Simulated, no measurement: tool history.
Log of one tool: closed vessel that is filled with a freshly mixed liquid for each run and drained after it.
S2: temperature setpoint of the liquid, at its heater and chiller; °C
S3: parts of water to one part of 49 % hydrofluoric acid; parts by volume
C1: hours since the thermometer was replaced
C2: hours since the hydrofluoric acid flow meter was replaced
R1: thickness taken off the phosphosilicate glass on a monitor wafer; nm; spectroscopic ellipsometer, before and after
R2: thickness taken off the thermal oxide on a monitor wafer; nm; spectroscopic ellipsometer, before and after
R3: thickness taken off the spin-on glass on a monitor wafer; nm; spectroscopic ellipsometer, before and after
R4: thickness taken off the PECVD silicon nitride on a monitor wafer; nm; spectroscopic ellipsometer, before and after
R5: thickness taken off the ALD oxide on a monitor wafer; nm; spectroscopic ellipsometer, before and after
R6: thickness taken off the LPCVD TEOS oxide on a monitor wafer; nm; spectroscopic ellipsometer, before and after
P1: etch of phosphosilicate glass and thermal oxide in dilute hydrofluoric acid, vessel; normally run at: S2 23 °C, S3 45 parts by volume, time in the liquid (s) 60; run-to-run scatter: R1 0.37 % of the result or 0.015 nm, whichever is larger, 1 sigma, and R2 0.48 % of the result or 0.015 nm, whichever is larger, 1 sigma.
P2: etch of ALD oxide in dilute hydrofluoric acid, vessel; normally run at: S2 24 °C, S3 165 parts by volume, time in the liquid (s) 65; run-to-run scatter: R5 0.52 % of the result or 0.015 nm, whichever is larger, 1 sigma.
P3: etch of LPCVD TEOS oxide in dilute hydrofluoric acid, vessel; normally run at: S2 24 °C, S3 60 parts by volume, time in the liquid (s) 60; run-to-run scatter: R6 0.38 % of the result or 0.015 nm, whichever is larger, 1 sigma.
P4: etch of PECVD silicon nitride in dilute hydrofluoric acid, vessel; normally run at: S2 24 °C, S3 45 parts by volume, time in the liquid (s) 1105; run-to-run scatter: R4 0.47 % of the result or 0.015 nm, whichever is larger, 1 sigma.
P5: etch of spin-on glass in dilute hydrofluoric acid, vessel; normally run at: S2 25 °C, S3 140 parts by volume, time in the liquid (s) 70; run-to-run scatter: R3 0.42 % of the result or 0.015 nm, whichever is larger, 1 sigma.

Run 1, hour 15.4: process that ran P1, S2 23 °C, S3 45 parts by volume, time in the liquid (s) 60; C1 1068.8; C2 271.9. Result: R1 136.76 nm, R2 6.276 nm.
Run 2, hour 25.4: process that ran P1, S2 23 °C, S3 20 parts by volume, time in the liquid (s) 115; C1 1078.8; C2 281.9. Result: R1 603.75 nm, R2 27.99 nm.
Run 3, hour 41.2: process that ran P5, S2 25 °C, S3 140 parts by volume, time in the liquid (s) 70; C1 1094.6; C2 297.7. Result: R3 13.249 nm.
Run 4, hour 58.9: process that ran P1, S2 23 °C, S3 45 parts by volume, time in the liquid (s) 30; C1 1112.3; C2 315.4. Result: R1 67.913 nm, R2 3.1298 nm.
Run 5, hour 77.6: process that ran P4, S2 24 °C, S3 45 parts by volume, time in the liquid (s) 1105; C1 1131; C2 334.1. Result: R4 52.5 nm.
Run 6, hour 94.8: process that ran P1, S2 23 °C, S3 45 parts by volume, time in the liquid (s) 60; C1 1148.2; C2 351.3. Result: R1 136.14 nm, R2 6.2274 nm.
Run 7, hour 105.2: process that ran P2, S2 24 °C, S3 165 parts by volume, time in the liquid (s) 65; C1 1158.6; C2 361.7. Result: R5 8.1209 nm.
Run 8, hour 114.5: process that ran P1, S2 17 °C, S3 45 parts by volume, time in the liquid (s) 60; C1 1167.9; C2 371. Result: R1 105.11 nm, R2 4.7975 nm.
Run 9, hour 124.8: process that ran P5, S2 20 °C, S3 140 parts by volume, time in the liquid (s) 70; C1 1178.2; C2 381.3. Result: R3 10.904 nm.
Run 10, hour 141.5: process that ran P5, S2 25 °C, S3 140 parts by volume, time in the liquid (s) 70; C1 1194.9; C2 398. Result: R3 13.078 nm.
Run 11, hour 150.8: process that ran P1, S2 23 °C, S3 70 parts by volume, time in the liquid (s) 60; C1 1204.2; C2 407.3. Result: R1 84.578 nm, R2 3.8784 nm.
Run 12, hour 159: process that ran P1, S2 23 °C, S3 20 parts by volume, time in the liquid (s) 60; C1 1212.4; C2 415.5. Result: R1 315.06 nm, R2 14.654 nm.
Run 13, hour 176.7: process that ran P4, S2 24 °C, S3 45 parts by volume, time in the liquid (s) 1105; C1 1230.1; C2 433.2. Result: R4 52.641 nm.
Run 14, hour 190.5: process that ran P3, S2 24 °C, S3 20 parts by volume, time in the liquid (s) 60; C1 1243.9; C2 447. Result: R6 164.75 nm.
Run 15, hour 204.5: process that ran P3, S2 24 °C, S3 60 parts by volume, time in the liquid (s) 60; C1 1257.9; C2 461. Result: R6 51.767 nm.
Run 16, hour 213.1: process that ran P5, S2 25 °C, S3 220 parts by volume, time in the liquid (s) 70; C1 1266.5; C2 469.6. Result: R3 7.6743 nm.
Run 17, hour 229.5: process that ran P4, S2 24 °C, S3 65 parts by volume, time in the liquid (s) 1105; C1 1282.9; C2 486. Result: R4 36.758 nm.
Run 18, hour 245.8: process that ran P1, S2 23 °C, S3 45 parts by volume, time in the liquid (s) 60; C1 1299.2; C2 502.3. Result: R1 135.52 nm, R2 6.2495 nm.
Run 19, hour 264: process that ran P4, S2 24 °C, S3 45 parts by volume, time in the liquid (s) 420; C1 1317.4; C2 520.5. Result: R4 20.207 nm.
Run 20, hour 273: process that ran P1, S2 23 °C, S3 45 parts by volume, time in the liquid (s) 60; C1 1326.4; C2 529.5. Result: R1 135.9 nm, R2 6.2539 nm.
Run 21, hour 291.1: process that ran P1, S2 23 °C, S3 45 parts by volume, time in the liquid (s) 90; C1 1344.5; C2 547.6. Result: R1 204.25 nm, R2 9.3587 nm.
Run 22, hour 302.6: process that ran P5, S2 25 °C, S3 140 parts by volume, time in the liquid (s) 130; C1 1356; C2 559.1. Result: R3 24.286 nm.
Run 23, hour 315.7: process that ran P1, S2 23 °C, S3 45 parts by volume, time in the liquid (s) 60; C1 1369.1; C2 572.2. Result: R1 135.6 nm, R2 6.2353 nm.
Run 24, hour 325: process that ran P2, S2 24 °C, S3 65 parts by volume, time in the liquid (s) 65; C1 1378.4; C2 581.5. Result: R5 23.148 nm.
Run 25, hour 339.1: process that ran P4, S2 31 °C, S3 45 parts by volume, time in the liquid (s) 1105; C1 1392.5; C2 595.6. Result: R4 83.224 nm.
Run 26, hour 352.5: process that ran P1, S2 23 °C, S3 45 parts by volume, time in the liquid (s) 60; C1 1405.9; C2 609. Result: R1 136.49 nm, R2 6.2979 nm.
Run 27, hour 363.9: process that ran P2, S2 24 °C, S3 165 parts by volume, time in the liquid (s) 30; C1 1417.3; C2 620.4. Result: R5 3.7959 nm.
Run 28, hour 372.3: process that ran P1, S2 23 °C, S3 45 parts by volume, time in the liquid (s) 60; C1 1425.7; C2 628.8. Result: R1 135.39 nm, R2 6.2839 nm.
Run 29, hour 388.3: process that ran P3, S2 28.5 °C, S3 60 parts by volume, time in the liquid (s) 60; C1 1441.7; C2 644.8. Result: R6 61.925 nm.
Run 30, hour 402.6: process that ran P1, S2 27.5 °C, S3 45 parts by volume, time in the liquid (s) 60; C1 1456; C2 659.1. Result: R1 162.57 nm, R2 7.5568 nm.
Run 31, hour 415.9: process that ran P3, S2 24 °C, S3 60 parts by volume, time in the liquid (s) 115; C1 1469.3; C2 672.4. Result: R6 99.853 nm.
Run 32, hour 432.4: process that ran P2, S2 29.5 °C, S3 165 parts by volume, time in the liquid (s) 65; C1 1485.8; C2 688.9. Result: R5 9.8694 nm.
Run 33, hour 449.5: process that ran P1, S2 23 °C, S3 45 parts by volume, time in the liquid (s) 60; C1 1502.9; C2 706. Result: R1 136.17 nm, R2 6.2637 nm.
Run 34, hour 459.4: process that ran P1, S2 23 °C, S3 45 parts by volume, time in the liquid (s) 60; C1 1512.8; C2 715.9. Result: R1 134.06 nm, R2 6.1541 nm.
Run 35, hour 474.3: process that ran P1, S2 23 °C, S3 45 parts by volume, time in the liquid (s) 60; C1 1527.7; C2 730.8. Result: R1 131.91 nm, R2 6.0903 nm.
Run 36, hour 487.1: process that ran P1, S2 23 °C, S3 45 parts by volume, time in the liquid (s) 60; C1 1540.5; C2 743.6. Result: R1 130.75 nm, R2 5.9808 nm.
Run 37, hour 500.3: process that ran P1, S2 23 °C, S3 45 parts by volume, time in the liquid (s) 60; C1 1553.7; C2 756.8. Result: R1 130.57 nm, R2 5.9807 nm.
Run 38, hour 518.1: process that ran P1, S2 23 °C, S3 45 parts by volume, time in the liquid (s) 60; C1 1571.5; C2 774.6. Result: R1 129.02 nm, R2 5.9421 nm.
Run 39, hour 535.4: process that ran P1, S2 23 °C, S3 45 parts by volume, time in the liquid (s) 60; C1 1588.8; C2 791.9. Result: R1 129.07 nm, R2 5.8922 nm.
Run 40, hour 549.7: process that ran P1, S2 23 °C, S3 45 parts by volume, time in the liquid (s) 60; C1 1603.1; C2 806.2. Result: R1 127.7 nm, R2 5.9644 nm.
Run 41, hour 561.7: process that ran P1, S2 23 °C, S3 45 parts by volume, time in the liquid (s) 60; C1 1615.1; C2 818.2. Result: R1 128.22 nm, R2 5.9062 nm.
Run 42, hour 572.8: process that ran P1, S2 23 °C, S3 45 parts by volume, time in the liquid (s) 60; C1 1626.2; C2 829.3. Result: R1 128.09 nm, R2 5.8987 nm.

What P1 gives has crept away from where it was. These 2 causes fit the log equally well, each at the size given:
A: hydrofluoric acid flow below the setpoint (%) = 5.31
B: liquid colder than its thermometer reads (K) = 1.39
The creep began at about hour 449.5.

4 check runs are offered, one wafer each, their results left as question marks. Which one tells the causes apart?
Run check 1, hour 583.9: process that ran P3, S2 24 °C, S3 60 parts by volume, time in the liquid (s) 60. Result: R6 ?.
Run check 2, hour 583.9: process that ran P4, S2 24 °C, S3 45 parts by volume, time in the liquid (s) 1105. Result: R4 ?.
Run check 3, hour 583.9: process that ran P5, S2 25 °C, S3 140 parts by volume, time in the liquid (s) 70. Result: R3 ?.
Run check 4, hour 583.9: process that ran P2, S2 24 °C, S3 165 parts by volume, time in the liquid (s) 65. Result: R5 ?.

What each check would give under each cause:
  check  result    if A    if B
check 1      R6  48.979  49.067
check 2      R4  50.078  48.056
check 3      R3  12.368  12.498
check 4      R5  7.6328   7.724
How far apart the two closest causes lie, in the result that separates them most: check 1 0.18 %; check 2 4.12 %; check 3 1.05 %; check 4 1.19 %
Check 2 tells the causes apart: in the others they would give nearly the same result.

Then check 2 was run and gave: R4 50.076 nm. Which cause is it?

It is A: hydrofluoric acid flow below the setpoint (%).
